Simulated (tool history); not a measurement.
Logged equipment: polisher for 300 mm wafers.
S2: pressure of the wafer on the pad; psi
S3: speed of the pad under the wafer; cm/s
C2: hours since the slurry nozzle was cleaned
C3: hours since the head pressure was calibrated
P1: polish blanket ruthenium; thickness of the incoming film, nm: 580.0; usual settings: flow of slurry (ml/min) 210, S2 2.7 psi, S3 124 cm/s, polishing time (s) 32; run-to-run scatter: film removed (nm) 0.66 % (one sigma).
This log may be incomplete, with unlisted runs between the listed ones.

{"run": 1, "hour": 2.2, "flow of slurry (ml/min)": 210, "S2": 2.7, "S3": 124, "polishing time (s)": 32, "wafers polished on this pad": 625, "C2": 168.6, "C3": 1045.6, "film removed (nm)": 49.438}
{"run": 2, "hour": 6.4, "flow of slurry (ml/min)": 125, "S2": 2.7, "S3": 124, "polishing time (s)": 32, "wafers polished on this pad": 691, "C2": 172.8, "C3": 1049.8, "film removed (nm)": 44.824}
{"run": 3, "hour": 9.5, "flow of slurry (ml/min)": 210, "S2": 2.7, "S3": 58, "polishing time (s)": 32, "wafers polished on this pad": 740, "C2": 175.9, "C3": 1052.9, "film removed (nm)": 22.971}
{"run": 4, "hour": 13.1, "flow of slurry (ml/min)": 210, "S2": 2.7, "S3": 124, "polishing time (s)": 32, "wafers polished on this pad": 796, "C2": 179.5, "C3": 1056.5, "film removed (nm)": 48.367}
{"run": 5, "hour": 15.4, "flow of slurry (ml/min)": 210, "S2": 2.7, "S3": 124, "polishing time (s)": 32, "wafers polished on this pad": 833, "C2": 181.8, "C3": 1058.8, "film removed (nm)": 49.47}
{"run": 6, "hour": 19.4, "flow of slurry (ml/min)": 210, "S2": 2.7, "S3": 124, "polishing time (s)": 46, "wafers polished on this pad": 896, "C2": 185.8, "C3": 1062.8, "film removed (nm)": 70.501}
{"run": 7, "hour": 22.4, "flow of slurry (ml/min)": 210, "S2": 2.7, "S3": 124, "polishing time (s)": 32, "wafers polished on this pad": 943, "C2": 188.8, "C3": 1065.8, "film removed (nm)": 48.841}
{"run": 8, "hour": 24.9, "flow of slurry (ml/min)": 280, "S2": 2.7, "S3": 124, "polishing time (s)": 32, "wafers polished on this pad": 982, "C2": 191.3, "C3": 1068.3, "film removed (nm)": 51.083}
{"run": 9, "hour": 28.2, "flow of slurry (ml/min)": 210, "S2": 4.1, "S3": 124, "polishing time (s)": 32, "wafers polished on this pad": 1034, "C2": 194.6, "C3": 1071.6, "film removed (nm)": 75.604}
{"run": 10, "hour": 30.6, "flow of slurry (ml/min)": 210, "S2": 2.7, "S3": 198, "polishing time (s)": 32, "wafers polished on this pad": 1072, "C2": 197, "C3": 1074, "film removed (nm)": 78.349}
{"run": 11, "hour": 34.4, "flow of slurry (ml/min)": 210, "S2": 2.7, "S3": 124, "polishing time (s)": 19, "wafers polished on this pad": 1132, "C2": 200.8, "C3": 1077.8, "film removed (nm)": 29.223}
{"run": 12, "hour": 36.6, "flow of slurry (ml/min)": 210, "S2": 2.7, "S3": 124, "polishing time (s)": 32, "wafers polished on this pad": 1167, "C2": 203, "C3": 1080, "film removed (nm)": 49.162}
{"run": 13, "hour": 39.3, "flow of slurry (ml/min)": 210, "S2": 1.4, "S3": 124, "polishing time (s)": 32, "wafers polished on this pad": 1209, "C2": 205.7, "C3": 1082.7, "film removed (nm)": 25.854}
{"run": 14, "hour": 43.6, "flow of slurry (ml/min)": 160, "S2": 1.3, "S3": 124, "polishing time (s)": 32, "wafers polished on this pad": 1277, "C2": 210, "C3": 1087, "film removed (nm)": 22.599}
{"run": 15, "hour": 47.5, "flow of slurry (ml/min)": 210, "S2": 2.7, "S3": 124, "polishing time (s)": 32, "wafers polished on this pad": 1339, "C2": 213.9, "C3": 1090.9, "film removed (nm)": 49.753}
{"run": 16, "hour": 52.0, "flow of slurry (ml/min)": 210, "S2": 2.7, "S3": 124, "polishing time (s)": 32, "wafers polished on this pad": 1410, "C2": 218.4, "C3": 1095.4, "film removed (nm)": 47.107}
{"run": 17, "hour": 54.7, "flow of slurry (ml/min)": 210, "S2": 2.7, "S3": 124, "polishing time (s)": 32, "wafers polished on this pad": 1452, "C2": 221.1, "C3": 1098.1, "film removed (nm)": 46.544}
{"run": 18, "hour": 59.0, "flow of slurry (ml/min)": 210, "S2": 2.7, "S3": 124, "polishing time (s)": 32, "wafers polished on this pad": 1520, "C2": 225.4, "C3": 1102.4, "film removed (nm)": 46.086}
{"run": 19, "hour": 61.5, "flow of slurry (ml/min)": 210, "S2": 2.7, "S3": 124, "polishing time (s)": 32, "wafers polished on this pad": 1559, "C2": 227.9, "C3": 1104.9, "film removed (nm)": 46.11}
{"hour": 63.0, "done": "head pressure recalibrated"}
{"run": 20, "hour": 64.4, "flow of slurry (ml/min)": 210, "S2": 2.7, "S3": 124, "polishing time (s)": 32, "wafers polished on this pad": 1605, "C2": 230.8, "C3": 1.4, "film removed (nm)": 45.923}
{"run": 21, "hour": 67.6, "flow of slurry (ml/min)": 210, "S2": 2.7, "S3": 124, "polishing time (s)": 32, "wafers polished on this pad": 1655, "C2": 234, "C3": 4.6, "film removed (nm)": 46.028}

For run 22, what comes out?
{"run": 22, "hour": 70.5, "flow of slurry (ml/min)": 210, "S2": 2.7, "S3": 124, "polishing time (s)": 32, "wafers polished on this pad": 1701, "C2": 236.9, "C3": 7.5, "film removed (nm)": "?"}

film removed (nm): 45.342
